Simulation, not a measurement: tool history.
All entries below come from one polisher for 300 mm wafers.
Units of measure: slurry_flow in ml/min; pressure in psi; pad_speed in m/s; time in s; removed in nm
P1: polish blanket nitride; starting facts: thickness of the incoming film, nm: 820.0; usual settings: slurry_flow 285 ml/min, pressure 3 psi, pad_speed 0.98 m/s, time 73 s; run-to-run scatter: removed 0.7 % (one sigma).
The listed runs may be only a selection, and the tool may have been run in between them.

| run | hour | slurry_flow | pressure | pad_speed | time | wafers polished on this pad | hours since the slurry nozzle was cleaned | hours since the head pressure was calibrated | removed |
|---|---|---|---|---|---|---|---|---|---|
| 1 | 10.6 | 285 | 3 | 0.98 | 73 | 808 | 338.1 | 295.6 | 109.72 |
| 2 | 18.7 | 285 | 3 | 0.98 | 33 | 891 | 346.2 | 303.7 | 49.841 |
| 3 | 26.2 | 285 | 3 | 1.54 | 73 | 969 | 353.7 | 311.2 | 160.02 |
|  | 26.8 | head pressure recalibrated |
| 4 | 33.1 | 285 | 4.6 | 0.98 | 73 | 1040 | 360.6 | 6.3 | 169 |
| 5 | 41.1 | 285 | 3 | 0.98 | 73 | 1122 | 368.6 | 14.3 | 110.32 |
| 6 | 48.2 | 285 | 1.4 | 0.98 | 73 | 1195 | 375.7 | 21.4 | 51.402 |
| 7 | 58.7 | 285 | 3 | 0.62 | 73 | 1303 | 386.2 | 31.9 | 76.622 |
| 8 | 69.5 | 170 | 3 | 0.98 | 73 | 1414 | 397 | 42.7 | 103.45 |
| 9 | 78.8 | 285 | 3 | 1.44 | 104 | 1510 | 406.3 | 52 | 214.59 |
| 10 | 87.4 | 285 | 3 | 0.98 | 73 | 1599 | 414.9 | 60.6 | 110.36 |
| 11 | 100.1 | 285 | 3 | 0.98 | 73 | 1730 | 427.6 | 73.3 | 110.45 |
| 12 | 110.1 | 285 | 3 | 0.98 | 73 | 1832 | 437.6 | 83.3 | 110.09 |
| 13 | 120.8 | 285 | 3 | 0.98 | 109 | 1943 | 448.3 | 94 | 164.32 |
| 14 | 135.4 | 375 | 3 | 0.98 | 73 | 2093 | 462.9 | 108.6 | 111.49 |
| 15 | 141.8 | 285 | 3 | 0.98 | 73 | 2159 | 469.3 | 115 | 109.34 |
| 16 | 151.4 | 285 | 3 | 0.98 | 73 | 2258 | 478.9 | 124.6 | 108.76 |
| 17 | 160 | 285 | 3 | 0.98 | 73 | 2346 | 487.5 | 133.2 | 108.07 |
| 18 | 172.2 | 285 | 3 | 0.98 | 73 | 2472 | 499.7 | 145.4 | 106.92 |
| 19 | 180.9 | 285 | 3 | 0.98 | 73 | 2561 | 508.4 | 154.1 | 106.23 |
| 20 | 194 | 285 | 3 | 0.98 | 73 | 2696 | 521.5 | 167.2 | 107.42 |
|  | 203 | head pressure recalibrated |
| 21 | 203.9 | 285 | 3 | 0.98 | 73 | 2798 | 531.4 | 1 | 106.17 |
| 22 | 216.8 | 285 | 3 | 0.98 | 73 | 2931 | 544.3 | 13.9 | 105.25 |
| 23 | 229.6 | 285 | 3 | 0.98 | 73 | 3063 | 557.1 | 26.7 | 104.92 |

P1 has crept away from where it was. The log is fitted equally well by each of these 2 causes, at the sizes shown:
A: slurry flow missing at the pad, % = 28.8
B: removal rate lost through wear of the pad, % = 3.72
The process output started creeping at around hour 141.8.
Excluded causes, each with its reason:
head's pressure below its setpoint, %: maintenance at hour 203, after the shift began, did not return the process to its former output

Of the 4 check runs below, each run on 5 wafers with the results averaged and each result still a question mark, which one would tell the listed causes apart?
| check 1 | 242.4 | 285 | 4 | 0.98 | 73 |  |  |  | ? |
| check 2 | 242.4 | 285 | 3 | 1.5 | 73 |  |  |  | ? |
| check 3 | 242.4 | 170 | 3 | 0.98 | 89 |  |  |  | ? |
| check 4 | 242.4 | 285 | 1.9 | 0.98 | 36 |  |  |  | ? |

Outcome of each check run for each possible cause:
| check | result | if A | if B |
|---|---|---|---|
| check 1 | removed | 141.15 | 141.15 |
| check 2 | removed | 148.81 | 148.81 |
| check 3 | removed | 118.35 | 121.18 |
| check 4 | removed | 33.063 | 33.063 |
Per-check spread between the two closest causes, in the result where they differ most: check 1 0 %; check 2 0 %; check 3 2.36 %; check 4 0 %
Of the check runs offered, only check 3 discriminates between the causes; the rest would read about the same regardless of which cause applies.

Here is what check 3 returned: removed 121.63 nm. Which cause is it?

It was cause B: removal rate lost through wear of the pad, %.
